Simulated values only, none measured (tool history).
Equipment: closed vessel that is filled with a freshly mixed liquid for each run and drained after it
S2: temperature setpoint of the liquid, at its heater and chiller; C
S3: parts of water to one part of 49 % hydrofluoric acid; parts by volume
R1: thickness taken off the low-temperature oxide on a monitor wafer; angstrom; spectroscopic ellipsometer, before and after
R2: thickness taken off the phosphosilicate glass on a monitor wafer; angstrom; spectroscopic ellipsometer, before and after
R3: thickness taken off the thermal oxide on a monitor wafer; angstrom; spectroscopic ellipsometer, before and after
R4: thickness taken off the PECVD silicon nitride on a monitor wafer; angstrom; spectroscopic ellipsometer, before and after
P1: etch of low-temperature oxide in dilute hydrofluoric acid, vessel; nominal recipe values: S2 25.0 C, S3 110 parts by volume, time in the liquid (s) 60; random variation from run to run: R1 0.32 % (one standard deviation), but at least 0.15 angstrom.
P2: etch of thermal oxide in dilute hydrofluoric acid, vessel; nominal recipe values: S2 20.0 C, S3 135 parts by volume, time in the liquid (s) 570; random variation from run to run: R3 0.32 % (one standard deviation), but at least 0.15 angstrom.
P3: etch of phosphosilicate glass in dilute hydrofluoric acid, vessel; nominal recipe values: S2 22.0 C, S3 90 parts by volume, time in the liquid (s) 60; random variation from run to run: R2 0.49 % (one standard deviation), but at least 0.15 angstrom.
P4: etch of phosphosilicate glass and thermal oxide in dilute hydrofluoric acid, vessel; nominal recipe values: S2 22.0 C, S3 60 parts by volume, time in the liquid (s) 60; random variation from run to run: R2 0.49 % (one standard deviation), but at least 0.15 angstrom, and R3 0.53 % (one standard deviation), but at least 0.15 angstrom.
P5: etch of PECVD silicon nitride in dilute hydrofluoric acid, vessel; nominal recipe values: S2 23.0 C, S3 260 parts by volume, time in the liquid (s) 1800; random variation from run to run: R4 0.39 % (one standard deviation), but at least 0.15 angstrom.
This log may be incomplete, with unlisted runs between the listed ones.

run 1 hour=6.5 | process_that_ran=P1 S2=25.0 S3=110 time_in_the_liquid_(s)=60 | R1=114.370
run 2 hour=15.5 | process_that_ran=P4 S2=17.5 S3=60 time_in_the_liquid_(s)=60 | R2=1067.40 R3=38.922
run 3 hour=23.1 | process_that_ran=P5 S2=23.0 S3=465 time_in_the_liquid_(s)=1800 | R4=71.382
run 4 hour=28.2 | process_that_ran=P1 S2=25.0 S3=110 time_in_the_liquid_(s)=100 | R1=192.210
run 5 hour=35.1 | process_that_ran=P3 S2=22.0 S3=90 time_in_the_liquid_(s)=60 | R2=1219.80
run 6 hour=44.0 | process_that_ran=P5 S2=18.5 S3=260 time_in_the_liquid_(s)=1800 | R4=94.814
run 7 hour=53.9 | process_that_ran=P5 S2=23.0 S3=260 time_in_the_liquid_(s)=1800 | R4=126.750
-- hour=54.2 hydrofluoric acid flow meter replaced
run 8 hour=59.0 | process_that_ran=P4 S2=22.0 S3=90 time_in_the_liquid_(s)=60 | R2=832.94 R3=30.093
run 9 hour=65.3 | process_that_ran=P5 S2=23.0 S3=260 time_in_the_liquid_(s)=1800 | R4=126.340
run 10 hour=71.2 | process_that_ran=P5 S2=23.0 S3=260 time_in_the_liquid_(s)=3190 | R4=223.110
run 11 hour=78.6 | process_that_ran=P4 S2=22.0 S3=60 time_in_the_liquid_(s)=60 | R2=1277.60 R3=46.392
run 12 hour=87.2 | process_that_ran=P2 S2=20.0 S3=135 time_in_the_liquid_(s)=570 | R3=174.140
run 13 hour=95.9 | process_that_ran=P3 S2=29.5 S3=90 time_in_the_liquid_(s)=60 | R2=1643.40
run 14 hour=106.4 | process_that_ran=P1 S2=25.0 S3=110 time_in_the_liquid_(s)=60 | R1=115.090
run 15 hour=111.6 | process_that_ran=P1 S2=25.0 S3=110 time_in_the_liquid_(s)=60 | R1=115.290
run 16 hour=121.8 | process_that_ran=P1 S2=19.5 S3=110 time_in_the_liquid_(s)=60 | R1=92.385
run 17 hour=128.5 | process_that_ran=P1 S2=28.5 S3=110 time_in_the_liquid_(s)=35 | R1=76.426
run 18 hour=133.7 | process_that_ran=P2 S2=20.0 S3=50 time_in_the_liquid_(s)=570 | R3=516.620
run 19 hour=142.8 | process_that_ran=P3 S2=22.0 S3=90 time_in_the_liquid_(s)=110 | R2=2228.10
run 20 hour=148.8 | process_that_ran=P2 S2=17.0 S3=135 time_in_the_liquid_(s)=570 | R3=152.920
run 21 hour=156.0 | process_that_ran=P1 S2=25.0 S3=110 time_in_the_liquid_(s)=30 | R1=57.956
run 22 hour=164.7 | process_that_ran=P1 S2=25.0 S3=110 time_in_the_liquid_(s)=60 | R1=114.850
run 23 hour=172.2 | process_that_ran=P2 S2=20.0 S3=135 time_in_the_liquid_(s)=820 | R3=249.620
run 24 hour=177.3 | process_that_ran=P3 S2=22.0 S3=45 time_in_the_liquid_(s)=60 | R2=2599.00
run 25 hour=182.9 | process_that_ran=P1 S2=25.0 S3=110 time_in_the_liquid_(s)=60 | R1=115.150
run 26 hour=192.3 | process_that_ran=P1 S2=17.5 S3=25 time_in_the_liquid_(s)=60 | R1=410.960
run 27 hour=198.8 | process_that_ran=P1 S2=25.0 S3=155 time_in_the_liquid_(s)=60 | R1=77.682

Run 28, settings as shown, results not yet in. Your forecast:
run 28 hour=203.6 | process_that_ran=P1 S2=28.5 S3=110 time_in_the_liquid_(s)=60 | R1=?

Run 28 produced R1 131.870 angstrom.
